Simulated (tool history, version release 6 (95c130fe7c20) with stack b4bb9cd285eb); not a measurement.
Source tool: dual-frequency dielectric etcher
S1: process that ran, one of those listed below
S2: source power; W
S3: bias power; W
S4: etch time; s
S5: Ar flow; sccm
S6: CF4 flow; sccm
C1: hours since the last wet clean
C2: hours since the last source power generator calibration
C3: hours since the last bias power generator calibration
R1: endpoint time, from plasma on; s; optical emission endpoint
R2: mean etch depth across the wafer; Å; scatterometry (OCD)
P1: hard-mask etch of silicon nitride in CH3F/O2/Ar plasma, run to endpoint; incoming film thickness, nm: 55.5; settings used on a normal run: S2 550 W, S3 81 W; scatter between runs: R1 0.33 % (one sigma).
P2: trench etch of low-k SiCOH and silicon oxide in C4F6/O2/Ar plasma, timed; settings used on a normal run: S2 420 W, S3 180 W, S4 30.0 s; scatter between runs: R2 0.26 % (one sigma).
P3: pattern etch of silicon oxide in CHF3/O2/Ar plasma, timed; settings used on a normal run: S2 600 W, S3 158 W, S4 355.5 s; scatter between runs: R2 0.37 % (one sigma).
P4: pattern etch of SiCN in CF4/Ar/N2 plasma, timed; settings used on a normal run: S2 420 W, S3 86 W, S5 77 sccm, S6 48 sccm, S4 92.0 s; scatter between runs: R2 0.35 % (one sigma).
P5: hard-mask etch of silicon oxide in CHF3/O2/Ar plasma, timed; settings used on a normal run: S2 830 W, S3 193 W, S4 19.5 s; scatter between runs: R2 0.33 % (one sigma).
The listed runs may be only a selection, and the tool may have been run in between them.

run 1 day=0.288 | S1=P1 S2=550 S3=81 | C1=337.8 C2=1861.9 C3=1709.3 | R1=67.415
run 2 day=0.850 | S1=P1 S2=410 S3=81 | C1=351.3 C2=1875.4 C3=1722.8 | R1=75.530
run 3 day=1.154 | S1=P1 S2=550 S3=81 | C1=358.6 C2=1882.7 C3=1730.1 | R1=67.992
run 4 day=1.483 | S1=P5 S2=830 S3=193 S4=19.5 | C1=366.5 C2=1890.6 C3=1738.0 | R2=435.08
run 5 day=1.942 | S1=P1 S2=550 S3=97 | C1=377.5 C2=1901.6 C3=1749.0 | R1=63.495
run 6 day=2.233 | S1=P4 S2=420 S3=65 S4=92.0 S5=77 S6=48 | C1=384.5 C2=1908.6 C3=1756.0 | R2=706.51
run 7 day=2.542 | S1=P1 S2=420 S3=67 | C1=391.9 C2=1916.0 C3=1763.4 | R1=79.739
run 8 day=2.896 | S1=P4 S2=590 S3=86 S4=92.0 S5=77 S6=48 | C1=400.4 C2=1924.5 C3=1771.9 | R2=1053.70
run 9 day=3.458 | S1=P5 S2=830 S3=193 S4=26.0 | C1=413.9 C2=1938.0 C3=1785.4 | R2=582.86
run 10 day=3.921 | S1=P5 S2=1170 S3=193 S4=19.5 | C1=425.0 C2=1949.1 C3=1796.5 | R2=496.91
run 11 day=4.500 | S1=P4 S2=420 S3=86 S4=130.5 S5=77 S6=48 | C1=438.9 C2=1963.0 C3=1810.4 | R2=1101.10
run 12 day=4.912 | S1=P4 S2=420 S3=86 S4=92.0 S5=77 S6=37 | C1=448.8 C2=1972.9 C3=1820.3 | R2=750.39
run 13 day=5.408 | S1=P1 S2=760 S3=108 | C1=460.7 C2=1984.8 C3=1832.2 | R1=54.036
run 14 day=5.708 | S1=P5 S2=830 S3=263 S4=19.5 | C1=467.9 C2=1992.0 C3=1839.4 | R2=484.66
run 15 day=6.229 | S1=P3 S2=730 S3=158 S4=355.5 | C1=480.4 C2=2004.5 C3=1851.9 | R2=7223.90
run 16 day=6.783 | S1=P1 S2=550 S3=81 | C1=493.7 C2=2017.8 C3=1865.2 | R1=67.586
run 17 day=7.271 | S1=P3 S2=600 S3=217 S4=355.5 | C1=505.4 C2=2029.5 C3=1876.9 | R2=7470.50
run 18 day=7.696 | S1=P1 S2=730 S3=81 | C1=515.6 C2=2039.7 C3=1887.1 | R1=60.472
run 19 day=8.312 | S1=P3 S2=600 S3=158 S4=518.0 | C1=530.4 C2=2054.5 C3=1901.9 | R2=9779.30
run 20 day=8.708 | S1=P2 S2=420 S3=180 S4=30.0 | C1=539.9 C2=2064.0 C3=1911.4 | R2=939.90
run 21 day=9.112 | S1=P2 S2=420 S3=180 S4=43.0 | C1=549.6 C2=2073.7 C3=1921.1 | R2=1349.10
run 22 day=9.533 | S1=P1 S2=550 S3=81 | C1=559.7 C2=2083.8 C3=1931.2 | R1=67.445
run 23 day=9.838 | S1=P1 S2=550 S3=81 | C1=567.0 C2=2091.1 C3=1938.5 | R1=67.426
-- day=10.025 source power generator calibrated
run 24 day=10.154 | S1=P2 S2=420 S3=232 S4=30.0 | C1=574.6 C2=3.2 C3=1946.1 | R2=1025.60
run 25 day=10.771 | S1=P3 S2=600 S3=158 S4=355.5 | C1=589.4 C2=18.0 C3=1960.9 | R2=6684.20
run 26 day=11.258 | S1=P2 S2=310 S3=180 S4=30.0 | C1=601.1 C2=29.7 C3=1972.6 | R2=837.33
run 27 day=11.583 | S1=P1 S2=550 S3=65 | C1=608.9 C2=37.5 C3=1980.4 | R1=72.467
run 28 day=12.204 | S1=P4 S2=420 S3=86 S4=92.0 S5=77 S6=48 | C1=623.8 C2=52.4 C3=1995.3 | R2=780.96
run 29 day=12.779 | S1=P4 S2=420 S3=86 S4=92.0 S5=99 S6=48 | C1=637.6 C2=66.2 C3=2009.1 | R2=750.99
run 30 day=13.225 | S1=P2 S2=420 S3=180 S4=30.0 | C1=648.3 C2=76.9 C3=2019.8 | R2=943.88
run 31 day=13.671 | S1=P1 S2=550 S3=81 | C1=659.0 C2=87.6 C3=2030.5 | R1=68.095
run 32 day=14.088 | S1=P1 S2=550 S3=81 | C1=669.0 C2=97.6 C3=2040.5 | R1=67.715
run 33 day=14.617 | S1=P1 S2=550 S3=81 | C1=681.7 C2=110.3 C3=2053.2 | R1=68.220
run 34 day=15.238 | S1=P1 S2=550 S3=81 | C1=696.6 C2=125.2 C3=2068.1 | R1=68.117
run 35 day=15.696 | S1=P1 S2=550 S3=81 | C1=707.6 C2=136.2 C3=2079.1 | R1=68.224
run 36 day=16.304 | S1=P1 S2=550 S3=81 | C1=722.2 C2=150.8 C3=2093.7 | R1=68.117
-- day=16.567 wet clean of the chamber
run 37 day=16.592 | S1=P1 S2=550 S3=81 | C1=0.7 C2=157.7 C3=2100.6 | R1=68.929
run 38 day=17.229 | S1=P1 S2=550 S3=81 | C1=16.0 C2=173.0 C3=2115.9 | R1=68.612
run 39 day=17.850 | S1=P1 S2=550 S3=81 | C1=30.9 C2=187.9 C3=2130.8 | R1=68.408
run 40 day=18.421 | S1=P1 S2=550 S3=81 | C1=44.6 C2=201.6 C3=2144.5 | R1=68.641
run 41 day=18.938 | S1=P1 S2=550 S3=81 | C1=57.0 C2=214.0 C3=2156.9 | R1=68.788
run 42 day=19.321 | S1=P1 S2=550 S3=81 | C1=66.2 C2=223.2 C3=2166.1 | R1=69.242

What P1 gives has crept off from where it sat before. The 2 causes that follow fit the log equally well, each at the size noted:
A: source power that arrives under what is set, % = 4.43
B: bias power that arrives under what is set, % = 4.9
At approximately day 14.088, the process output began to creep.
Ruled out, with reasons:
chamber walls in a state that lowers the etch rate, %: work on it at day 16.567, done after the drift set in, did not restore what the process gave before

Below are 4 check runs, each averaged over 2 wafers, with their results shown as question marks. Which of them would give clearly different results depending on which cause is behind the drift?
run check 1 day=19.704 | S1=P3 S2=600 S3=215 S4=506.0 | R2=?
run check 2 day=19.704 | S1=P5 S2=1130 S3=193 S4=19.5 | R2=?
run check 3 day=19.704 | S1=P2 S2=310 S3=224 S4=30.0 | R2=?
run check 4 day=19.704 | S1=P4 S2=510 S3=86 S4=128.0 S5=77 S6=48 | R2=?

Check results expected under each cause:
check=check_1 result=R2 if_A=10399.00 if_B=10396.00
check=check_2 result=R2 if_A=483.08 if_B=483.66
check=check_3 result=R2 if_A=883.86 if_B=884.31
check=check_4 result=R2 if_A=1235.00 if_B=1261.80
Separation of the two closest causes in each check, using whichever result separates them best: check 1 0.03 %; check 2 0.12 %; check 3 0.05 %; check 4 2.14 %
Only check 4 tells the causes apart: in the others they would give nearly the same result.

Then check 4 was run and gave: R2 1260.90 Å. Which cause is it?

It is B: bias power that arrives under what is set, %.
